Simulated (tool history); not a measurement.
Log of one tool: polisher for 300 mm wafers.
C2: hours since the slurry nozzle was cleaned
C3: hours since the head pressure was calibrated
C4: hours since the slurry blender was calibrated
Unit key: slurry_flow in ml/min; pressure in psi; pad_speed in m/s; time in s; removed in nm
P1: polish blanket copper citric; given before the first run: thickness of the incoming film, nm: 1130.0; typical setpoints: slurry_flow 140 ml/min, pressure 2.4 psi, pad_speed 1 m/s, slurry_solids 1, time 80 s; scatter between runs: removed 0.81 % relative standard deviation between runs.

Run 1, hour 15.5: slurry_flow 140 ml/min, pressure 2.4 psi, pad_speed 1 m/s, slurry_solids 1, time 80 s; wafers polished on this pad 745; C2 149.6; C3 245.8; C4 106.9. Result: removed 132.72 nm.
Run 2, hour 31: slurry_flow 140 ml/min, pressure 2.4 psi, pad_speed 1 m/s, slurry_solids 1, time 80 s; wafers polished on this pad 930; C2 165.1; C3 261.3; C4 122.4. Result: removed 131.43 nm.
Run 3, hour 46.1: slurry_flow 190 ml/min, pressure 2.4 psi, pad_speed 1 m/s, slurry_solids 1, time 80 s; wafers polished on this pad 1111; C2 180.2; C3 276.4; C4 137.5. Result: removed 140.38 nm.
Run 4, hour 59.3: slurry_flow 140 ml/min, pressure 3.7 psi, pad_speed 1 m/s, slurry_solids 1, time 80 s; wafers polished on this pad 1268; C2 193.4; C3 289.6; C4 150.7. Result: removed 203.61 nm.
Run 5, hour 69.3: slurry_flow 140 ml/min, pressure 2.4 psi, pad_speed 1 m/s, slurry_solids 1.4, time 42 s; wafers polished on this pad 1388; C2 203.4; C3 299.6; C4 160.7. Result: removed 75.644 nm.
At hour 70.5: head pressure recalibrated.
Run 6, hour 76.5: slurry_flow 140 ml/min, pressure 2.4 psi, pad_speed 1 m/s, slurry_solids 1, time 80 s; wafers polished on this pad 1473; C2 210.6; C3 6; C4 167.9. Result: removed 132.98 nm.
Run 7, hour 87.9: slurry_flow 140 ml/min, pressure 2.4 psi, pad_speed 1 m/s, slurry_solids 1, time 112 s; wafers polished on this pad 1610; C2 222; C3 17.4; C4 179.3. Result: removed 187.24 nm.
Run 8, hour 104: slurry_flow 140 ml/min, pressure 2.4 psi, pad_speed 0.46 m/s, slurry_solids 1, time 80 s; wafers polished on this pad 1802; C2 238.1; C3 33.5; C4 195.4. Result: removed 63.648 nm.
Run 9, hour 113.4: slurry_flow 140 ml/min, pressure 2.4 psi, pad_speed 1 m/s, slurry_solids 1.3, time 80 s; wafers polished on this pad 1914; C2 247.5; C3 42.9; C4 204.8. Result: removed 140.42 nm.
Run 10, hour 127: slurry_flow 140 ml/min, pressure 2.4 psi, pad_speed 1 m/s, slurry_solids 1, time 36 s; wafers polished on this pad 2076; C2 261.1; C3 56.5; C4 218.4. Result: removed 60.373 nm.
Run 11, hour 142.1: slurry_flow 95 ml/min, pressure 2.4 psi, pad_speed 1 m/s, slurry_solids 1, time 61 s; wafers polished on this pad 2256; C2 276.2; C3 71.6; C4 233.5. Result: removed 92.813 nm.
Run 12, hour 154.1: slurry_flow 85 ml/min, pressure 2.4 psi, pad_speed 1 m/s, slurry_solids 0.55, time 80 s; wafers polished on this pad 2400; C2 288.2; C3 83.6; C4 245.5. Result: removed 104.69 nm.
Run 13, hour 169.3: slurry_flow 140 ml/min, pressure 2.4 psi, pad_speed 1.46 m/s, slurry_solids 1, time 80 s; wafers polished on this pad 2581; C2 303.4; C3 98.8; C4 260.7. Result: removed 194.09 nm.
Run 14, hour 182.4: slurry_flow 140 ml/min, pressure 2.4 psi, pad_speed 1 m/s, slurry_solids 1, time 80 s; wafers polished on this pad 2737; C2 316.5; C3 111.9; C4 273.8. Result: removed 131.51 nm.
Run 15, hour 196.6: slurry_flow 140 ml/min, pressure 2.4 psi, pad_speed 1 m/s, slurry_solids 0.6, time 80 s; wafers polished on this pad 2907; C2 330.7; C3 126.1; C4 288. Result: removed 118.95 nm.
Run 16, hour 212.8: slurry_flow 140 ml/min, pressure 2.4 psi, pad_speed 1 m/s, slurry_solids 1, time 80 s; wafers polished on this pad 3100; C2 346.9; C3 142.3; C4 304.2. Result: removed 132.37 nm.
Run 17, hour 228.8: slurry_flow 140 ml/min, pressure 2.4 psi, pad_speed 1 m/s, slurry_solids 1, time 80 s; wafers polished on this pad 3291; C2 362.9; C3 158.3; C4 320.2. Result: removed 131.83 nm.
Run 18, hour 236.1: slurry_flow 85 ml/min, pressure 2.4 psi, pad_speed 1 m/s, slurry_solids 1, time 80 s; wafers polished on this pad 3378; C2 370.2; C3 165.6; C4 327.5. Result: removed 119.03 nm.
Run 19, hour 251.7: slurry_flow 140 ml/min, pressure 1.6 psi, pad_speed 1 m/s, slurry_solids 1, time 80 s; wafers polished on this pad 3565; C2 385.8; C3 181.2; C4 343.1. Result: removed 90.317 nm.
Run 20, hour 264.3: slurry_flow 140 ml/min, pressure 2.4 psi, pad_speed 1 m/s, slurry_solids 1, time 80 s; wafers polished on this pad 3715; C2 398.4; C3 193.8; C4 355.7. Result: removed 131.14 nm.
Run 21, hour 277.9: slurry_flow 140 ml/min, pressure 2.4 psi, pad_speed 1 m/s, slurry_solids 1, time 80 s; wafers polished on this pad 3877; C2 412; C3 207.4; C4 369.3. Result: removed 129 nm.
Run 22, hour 292.6: slurry_flow 140 ml/min, pressure 2.4 psi, pad_speed 1 m/s, slurry_solids 1, time 80 s; wafers polished on this pad 4053; C2 426.7; C3 222.1; C4 384. Result: removed 128.96 nm.
Run 23, hour 301.8: slurry_flow 140 ml/min, pressure 2.4 psi, pad_speed 1 m/s, slurry_solids 1, time 80 s; wafers polished on this pad 4163; C2 435.9; C3 231.3; C4 393.2. Result: removed 128 nm.
Run 24, hour 312.9: slurry_flow 140 ml/min, pressure 2.4 psi, pad_speed 1 m/s, slurry_solids 1, time 80 s; wafers polished on this pad 4295; C2 447; C3 242.4; C4 404.3. Result: removed 125.87 nm.
Run 25, hour 322: slurry_flow 140 ml/min, pressure 2.4 psi, pad_speed 1 m/s, slurry_solids 1, time 80 s; wafers polished on this pad 4404; C2 456.1; C3 251.5; C4 413.4. Result: removed 123.96 nm.
At hour 327.1: slurry blender recalibrated.
Run 26, hour 329.8: slurry_flow 140 ml/min, pressure 2.4 psi, pad_speed 1 m/s, slurry_solids 1, time 80 s; wafers polished on this pad 4497; C2 463.9; C3 259.3; C4 2.7. Result: removed 124.13 nm.
At hour 330.2: head pressure recalibrated.
Run 27, hour 344.4: slurry_flow 140 ml/min, pressure 2.4 psi, pad_speed 1 m/s, slurry_solids 1, time 80 s; wafers polished on this pad 4671; C2 478.5; C3 14.2; C4 17.3. Result: removed 123.99 nm.
Run 28, hour 354.4: slurry_flow 140 ml/min, pressure 2.4 psi, pad_speed 1 m/s, slurry_solids 1, time 80 s; wafers polished on this pad 4790; C2 488.5; C3 24.2; C4 27.3. Result: removed 122.6 nm.
Run 29, hour 366: slurry_flow 140 ml/min, pressure 2.4 psi, pad_speed 1 m/s, slurry_solids 1, time 80 s; wafers polished on this pad 4929; C2 500.1; C3 35.8; C4 38.9. Result: removed 125.14 nm.
Run 30, hour 373.9: slurry_flow 140 ml/min, pressure 2.4 psi, pad_speed 1 m/s, slurry_solids 1, time 80 s; wafers polished on this pad 5023; C2 508; C3 43.7; C4 46.8. Result: removed 123.62 nm.

What P1 gives has crept away from where it was. These 2 causes fit the log equally well, each at the size given:
A: removal rate lost through wear of the pad, % = 7.13
B: slurry flow missing at the pad, % = 28.9
Onset of the creep was near hour 264.3.
Ruled out, with reasons:
head's pressure below its setpoint, %: work on it at hour 330.2, done after the drift set in, did not restore what the process gave before
abrasive missing from the slurry, %: work on it at hour 327.1, done after the drift set in, did not restore what the process gave before

Which of the check runs below tells the causes apart, meaning the causes would give it clearly different results? Each run uses 3 wafers whose results are averaged, and each result is shown as a question mark.
Run check 1, hour 381.8: slurry_flow 140 ml/min, pressure 3.5 psi, pad_speed 1 m/s, slurry_solids 1, time 43 s. Result: removed ?.
Run check 2, hour 381.8: slurry_flow 85 ml/min, pressure 3.6 psi, pad_speed 1 m/s, slurry_solids 1, time 80 s. Result: removed ?.
Run check 3, hour 381.8: slurry_flow 140 ml/min, pressure 2.4 psi, pad_speed 0.46 m/s, slurry_solids 0.65, time 80 s. Result: removed ?.
Run check 4, hour 381.8: slurry_flow 140 ml/min, pressure 2.4 psi, pad_speed 1.4 m/s, slurry_solids 1, time 36 s. Result: removed ?.

Expected result of each check under each candidate cause:
  check   result    if A    if B
check 1  removed  96.079  96.084
check 2  removed  163.55  157.15
check 3  removed  53.849  53.852
check 4  removed  77.287  77.292
Distance between the nearest two causes, measured in the result of the check that separates them most: check 1 0.01 %; check 2 3.99 %; check 3 0.01 %; check 4 0.01 %
Only in check 2 would the causes give clearly different results; in the remaining checks their results would be nearly the same.

Check 2 has now been run. It gave: removed 155.99 nm. Which of the candidate causes is it?

The correct cause is B, namely: slurry flow missing at the pad, %.
